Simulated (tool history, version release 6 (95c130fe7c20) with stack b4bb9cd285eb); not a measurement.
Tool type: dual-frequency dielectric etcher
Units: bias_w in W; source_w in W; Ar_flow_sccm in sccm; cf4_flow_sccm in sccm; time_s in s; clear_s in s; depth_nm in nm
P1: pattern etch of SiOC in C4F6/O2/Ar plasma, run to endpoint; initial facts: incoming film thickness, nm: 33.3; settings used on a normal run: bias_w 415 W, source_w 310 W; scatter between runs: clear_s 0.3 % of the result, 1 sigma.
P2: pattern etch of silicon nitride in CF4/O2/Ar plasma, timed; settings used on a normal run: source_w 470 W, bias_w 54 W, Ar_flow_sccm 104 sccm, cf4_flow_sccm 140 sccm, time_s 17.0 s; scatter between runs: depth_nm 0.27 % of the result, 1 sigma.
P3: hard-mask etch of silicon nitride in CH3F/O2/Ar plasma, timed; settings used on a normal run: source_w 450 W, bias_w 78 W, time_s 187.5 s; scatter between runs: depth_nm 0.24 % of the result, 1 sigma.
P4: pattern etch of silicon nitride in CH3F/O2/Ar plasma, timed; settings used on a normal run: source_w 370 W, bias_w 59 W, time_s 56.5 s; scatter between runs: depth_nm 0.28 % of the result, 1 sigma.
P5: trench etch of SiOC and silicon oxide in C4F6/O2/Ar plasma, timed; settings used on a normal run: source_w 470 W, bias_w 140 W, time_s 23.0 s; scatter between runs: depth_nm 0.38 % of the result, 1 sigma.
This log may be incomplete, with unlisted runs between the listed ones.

run 1 day=0.396 | process=P1 bias_w=415 source_w=310 | clear_s=13.285
run 2 day=0.946 | process=P1 bias_w=415 source_w=230 | clear_s=14.785
run 3 day=1.433 | process=P2 bias_w=54 source_w=470 Ar_flow_sccm=104 cf4_flow_sccm=140 time_s=17.0 | depth_nm=32.174
run 4 day=1.854 | process=P1 bias_w=578 source_w=200 | clear_s=13.736
run 5 day=2.312 | process=P5 bias_w=140 source_w=290 time_s=23.0 | depth_nm=36.672
run 6 day=2.600 | process=P1 bias_w=415 source_w=310 | clear_s=13.224
run 7 day=3.250 | process=P1 bias_w=415 source_w=420 | clear_s=11.803
run 8 day=3.542 | process=P2 bias_w=54 source_w=470 Ar_flow_sccm=104 cf4_flow_sccm=88 time_s=17.0 | depth_nm=30.582
run 9 day=4.038 | process=P1 bias_w=415 source_w=310 | clear_s=13.246
run 10 day=4.471 | process=P2 bias_w=54 source_w=470 Ar_flow_sccm=136 cf4_flow_sccm=140 time_s=17.0 | depth_nm=31.416
run 11 day=4.912 | process=P1 bias_w=415 source_w=310 | clear_s=13.247
run 12 day=5.408 | process=P2 bias_w=54 source_w=470 Ar_flow_sccm=104 cf4_flow_sccm=140 time_s=17.0 | depth_nm=32.410
run 13 day=6.054 | process=P5 bias_w=140 source_w=470 time_s=23.0 | depth_nm=44.466
run 14 day=6.392 | process=P4 bias_w=59 source_w=460 time_s=56.5 | depth_nm=38.801
run 15 day=6.892 | process=P5 bias_w=107 source_w=470 time_s=23.0 | depth_nm=41.252
run 16 day=7.217 | process=P4 bias_w=59 source_w=370 time_s=37.0 | depth_nm=23.272
run 17 day=7.725 | process=P3 bias_w=78 source_w=450 time_s=187.5 | depth_nm=142.600
run 18 day=8.083 | process=P1 bias_w=568 source_w=430 | clear_s=10.394
run 19 day=8.512 | process=P1 bias_w=293 source_w=310 | clear_s=15.002
run 20 day=9.067 | process=P3 bias_w=78 source_w=450 time_s=187.5 | depth_nm=142.430
run 21 day=9.729 | process=P4 bias_w=74 source_w=370 time_s=56.5 | depth_nm=38.442
run 22 day=10.062 | process=P3 bias_w=50 source_w=450 time_s=187.5 | depth_nm=122.970
run 23 day=10.554 | process=P2 bias_w=54 source_w=660 Ar_flow_sccm=104 cf4_flow_sccm=140 time_s=17.0 | depth_nm=43.408
run 24 day=11.046 | process=P1 bias_w=415 source_w=310 | clear_s=13.272
run 25 day=11.571 | process=P1 bias_w=548 source_w=310 | clear_s=11.961
run 26 day=12.067 | process=P2 bias_w=67 source_w=470 Ar_flow_sccm=104 cf4_flow_sccm=140 time_s=17.0 | depth_nm=34.826
run 27 day=12.483 | process=P3 bias_w=78 source_w=450 time_s=111.0 | depth_nm=84.157
run 28 day=12.800 | process=P1 bias_w=415 source_w=310 | clear_s=13.198
run 29 day=13.092 | process=P3 bias_w=78 source_w=270 time_s=187.5 | depth_nm=117.530
run 30 day=13.450 | process=P5 bias_w=140 source_w=470 time_s=23.0 | depth_nm=44.838
run 31 day=13.933 | process=P2 bias_w=54 source_w=470 Ar_flow_sccm=104 cf4_flow_sccm=140 time_s=25.0 | depth_nm=47.611
run 32 day=14.596 | process=P5 bias_w=140 source_w=470 time_s=13.5 | depth_nm=25.936
run 33 day=15.121 | process=P4 bias_w=59 source_w=370 time_s=56.5 | depth_nm=35.520
run 34 day=15.458 | process=P1 bias_w=415 source_w=310 | clear_s=13.282
run 35 day=15.846 | process=P1 bias_w=415 source_w=310 | clear_s=13.326
run 36 day=16.267 | process=P1 bias_w=415 source_w=310 | clear_s=13.328
run 37 day=16.633 | process=P1 bias_w=415 source_w=310 | clear_s=13.349
run 38 day=17.054 | process=P1 bias_w=415 source_w=310 | clear_s=13.320
run 39 day=17.354 | process=P1 bias_w=415 source_w=310 | clear_s=13.406
-- day=17.608 wet clean of the chamber
run 40 day=17.842 | process=P1 bias_w=415 source_w=310 | clear_s=13.382
run 41 day=18.504 | process=P1 bias_w=415 source_w=310 | clear_s=13.469
run 42 day=18.862 | process=P1 bias_w=415 source_w=310 | clear_s=13.489
run 43 day=19.279 | process=P1 bias_w=415 source_w=310 | clear_s=13.411
run 44 day=19.812 | process=P1 bias_w=415 source_w=310 | clear_s=13.452
run 45 day=20.438 | process=P1 bias_w=415 source_w=310 | clear_s=13.487

P1 no longer gives what it gave before; its output has crept away from where it was. The following 2 causes, each at its listed size, fit the log equally well:
A: bias power that arrives under what is set, % = 4.64
B: source power that arrives under what is set, % = 4.6
The creep began at about day 15.458.
Why every other cause is out:
chamber walls in a state that lowers the etch rate, %: serviced at day 17.608, which brought nothing back

Below are 4 check runs, each on a single wafer, with their results shown as question marks. Which of them would tell the listed causes apart, meaning the causes would give clearly different results under it?
run check 1 day=21.062 | process=P4 bias_w=70 source_w=370 time_s=44.0 | depth_nm=?
run check 2 day=21.062 | process=P5 bias_w=140 source_w=350 time_s=23.0 | depth_nm=?
run check 3 day=21.062 | process=P2 bias_w=64 source_w=640 Ar_flow_sccm=104 cf4_flow_sccm=140 time_s=17.0 | depth_nm=?
run check 4 day=21.062 | process=P3 bias_w=78 source_w=330 time_s=187.5 | depth_nm=?

If the cause were each of the candidates in turn, the checks would give the following:
check=check_1 result=depth_nm if_A=28.904 if_B=28.856
check=check_2 result=depth_nm if_A=39.106 if_B=38.939
check=check_3 result=depth_nm if_A=44.245 if_B=43.222
check=check_4 result=depth_nm if_A=124.630 if_B=124.510
Per-check spread between the two closest causes, in the result where they differ most: check 1 0.17 %; check 2 0.43 %; check 3 2.34 %; check 4 0.09 %
The causes can be told apart only by check 3. The other checks would give nearly the same results under each of them.

After running check 3, the following was obtained: depth_nm 43.255 nm. Which cause does this point to?

It was cause B: source power that arrives under what is set, %.
